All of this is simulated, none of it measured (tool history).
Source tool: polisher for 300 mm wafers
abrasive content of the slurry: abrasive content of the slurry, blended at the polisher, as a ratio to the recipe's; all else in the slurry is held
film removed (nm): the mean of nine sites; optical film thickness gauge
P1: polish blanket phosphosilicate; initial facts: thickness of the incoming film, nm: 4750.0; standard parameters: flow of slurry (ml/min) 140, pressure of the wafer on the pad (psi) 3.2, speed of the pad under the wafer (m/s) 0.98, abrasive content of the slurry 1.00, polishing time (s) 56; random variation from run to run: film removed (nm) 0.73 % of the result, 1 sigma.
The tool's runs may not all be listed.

| run | day | flow of slurry (ml/min) | pressure of the wafer on the pad (psi) | speed of the pad under the wafer (m/s) | abrasive content of the slurry | polishing time (s) | wafers polished on this pad | hours since the slurry nozzle was cleaned | hours since the head pressure was calibrated | hours since the slurry blender was calibrated | hours since the conditioning disc was replaced | film removed (nm) |
|---|---|---|---|---|---|---|---|---|---|---|---|---|
| 1 | 0.342 | 140 | 3.2 | 0.98 | 1.00 | 56 | 401 | 323.9 | 176.6 | 98.3 | 461.4 | 441.08 |
| 2 | 0.638 | 140 | 3.2 | 0.60 | 1.00 | 56 | 462 | 331.0 | 183.7 | 105.4 | 468.5 | 296.50 |
| 3 | 1.175 | 140 | 3.2 | 0.98 | 1.00 | 56 | 572 | 343.9 | 196.6 | 118.3 | 481.4 | 442.98 |
| 4 | 1.529 | 100 | 1.5 | 0.98 | 1.00 | 56 | 645 | 352.4 | 205.1 | 126.8 | 489.9 | 191.05 |
|  | 1.604 | conditioning disc replaced and pad reconditioned |
| 5 | 1.833 | 140 | 3.2 | 0.46 | 1.00 | 28 | 707 | 359.7 | 212.4 | 134.1 | 5.5 | 119.07 |
| 6 | 2.125 | 140 | 3.2 | 0.98 | 1.00 | 56 | 767 | 366.7 | 219.4 | 141.1 | 12.5 | 444.96 |
| 7 | 2.571 | 140 | 3.2 | 0.98 | 1.00 | 25 | 858 | 377.4 | 230.1 | 151.8 | 23.2 | 195.68 |
| 8 | 2.958 | 140 | 4.8 | 0.98 | 1.00 | 56 | 938 | 386.7 | 239.4 | 161.1 | 32.5 | 660.28 |
| 9 | 3.408 | 140 | 1.4 | 0.98 | 1.00 | 56 | 1030 | 397.5 | 250.2 | 171.9 | 43.3 | 192.90 |
| 10 | 3.679 | 140 | 3.2 | 0.98 | 1.00 | 76 | 1085 | 404.0 | 256.7 | 178.4 | 49.8 | 596.28 |
| 11 | 4.183 | 140 | 3.2 | 0.98 | 0.55 | 56 | 1189 | 416.1 | 268.8 | 190.5 | 61.9 | 322.81 |
| 12 | 4.454 | 140 | 3.2 | 0.98 | 1.35 | 56 | 1244 | 422.6 | 275.3 | 197.0 | 68.4 | 497.05 |
| 13 | 4.942 | 220 | 3.2 | 0.98 | 1.00 | 56 | 1344 | 434.3 | 287.0 | 208.7 | 80.1 | 472.27 |
| 14 | 5.438 | 140 | 3.2 | 0.98 | 1.00 | 56 | 1446 | 446.2 | 298.9 | 220.6 | 92.0 | 444.28 |
| 15 | 5.862 | 85 | 3.2 | 0.98 | 1.00 | 56 | 1533 | 456.4 | 309.1 | 230.8 | 102.2 | 394.58 |
| 16 | 6.371 | 140 | 3.2 | 0.98 | 1.00 | 56 | 1637 | 468.6 | 321.3 | 243.0 | 114.4 | 437.83 |
| 17 | 6.842 | 140 | 3.2 | 1.44 | 1.00 | 56 | 1734 | 479.9 | 332.6 | 254.3 | 125.7 | 592.91 |
| 18 | 7.354 | 140 | 3.2 | 0.98 | 1.00 | 56 | 1839 | 492.2 | 344.9 | 266.6 | 138.0 | 440.51 |
| 19 | 7.796 | 140 | 3.2 | 0.98 | 1.00 | 56 | 1929 | 502.8 | 355.5 | 277.2 | 148.6 | 422.07 |
| 20 | 8.288 | 140 | 3.2 | 0.98 | 1.00 | 56 | 2030 | 514.6 | 367.3 | 289.0 | 160.4 | 411.98 |
| 21 | 8.721 | 140 | 3.2 | 0.98 | 1.00 | 56 | 2119 | 525.0 | 377.7 | 299.4 | 170.8 | 398.65 |
|  | 8.738 | conditioning disc replaced and pad reconditioned |
| 22 | 9.071 | 140 | 3.2 | 0.98 | 1.00 | 56 | 2191 | 533.4 | 386.1 | 307.8 | 8.0 | 393.38 |
| 23 | 9.354 | 140 | 3.2 | 0.98 | 1.00 | 56 | 2249 | 540.2 | 392.9 | 314.6 | 14.8 | 394.62 |
|  | 9.525 | head pressure recalibrated |
| 24 | 9.779 | 140 | 3.2 | 0.98 | 1.00 | 56 | 2336 | 550.4 | 6.1 | 324.8 | 25.0 | 392.57 |
|  | 10.021 | slurry nozzle cleaned |
| 25 | 10.292 | 140 | 3.2 | 0.98 | 1.00 | 56 | 2441 | 6.6 | 18.4 | 337.1 | 37.3 | 389.86 |
| 26 | 10.617 | 140 | 3.2 | 0.98 | 1.00 | 56 | 2508 | 14.4 | 26.2 | 344.9 | 45.1 | 391.39 |
| 27 | 10.908 | 140 | 3.2 | 0.98 | 1.00 | 56 | 2567 | 21.4 | 33.2 | 351.9 | 52.1 | 389.69 |
| 28 | 11.300 | 140 | 3.2 | 0.98 | 1.00 | 56 | 2648 | 30.8 | 42.6 | 361.3 | 61.5 | 385.71 |

P1 no longer gives what it gave before; its output has crept away from where it was. The following 2 causes, each at its listed size, fit the log equally well:
A: removal rate lost through wear of the pad, % = 12.4
B: abrasive missing from the slurry, % = 23.7
The process output started creeping at around day 7.354.
Why every other cause is out:
slurry flow missing at the pad, %: work on it at day 10.021, done after the drift set in, did not restore what the process gave before
head's pressure below its setpoint, %: work on it at day 9.525, done after the drift set in, did not restore what the process gave before
time polished since the conditioner stopped cutting, s: work on it at day 8.738, done after the drift set in, did not restore what the process gave before

The 4 check runs listed below each average the results of 2 wafers, and their outcomes are marked with question marks. Under which run would the listed causes produce clearly different results?
| check 1 | 11.692 | 200 | 2.2 | 0.98 | 1.00 | 56 |  |  |  |  |  | ? |
| check 2 | 11.692 | 175 | 4.8 | 0.98 | 1.00 | 56 |  |  |  |  |  | ? |
| check 3 | 11.692 | 140 | 1.5 | 0.98 | 1.00 | 37 |  |  |  |  |  | ? |
| check 4 | 11.692 | 140 | 3.2 | 0.98 | 0.55 | 56 |  |  |  |  |  | ? |

Expected result of each check under each candidate cause:
| check | result | if A | if B |
|---|---|---|---|
| check 1 | film removed (nm) | 281.39 | 281.48 |
| check 2 | film removed (nm) | 602.47 | 602.66 |
| check 3 | film removed (nm) | 119.85 | 119.88 |
| check 4 | film removed (nm) | 282.06 | 271.24 |
How far apart the two closest causes lie, in the result that separates them most: check 1 0.03 %; check 2 0.03 %; check 3 0.03 %; check 4 3.91 %
Check 4 is the one run that separates the causes; every other check would come out nearly the same whichever cause is at work.

Here is what check 4 returned: film removed (nm) 271.37. Which cause is it?

Of the candidate causes, it is B: abrasive missing from the slurry, %.

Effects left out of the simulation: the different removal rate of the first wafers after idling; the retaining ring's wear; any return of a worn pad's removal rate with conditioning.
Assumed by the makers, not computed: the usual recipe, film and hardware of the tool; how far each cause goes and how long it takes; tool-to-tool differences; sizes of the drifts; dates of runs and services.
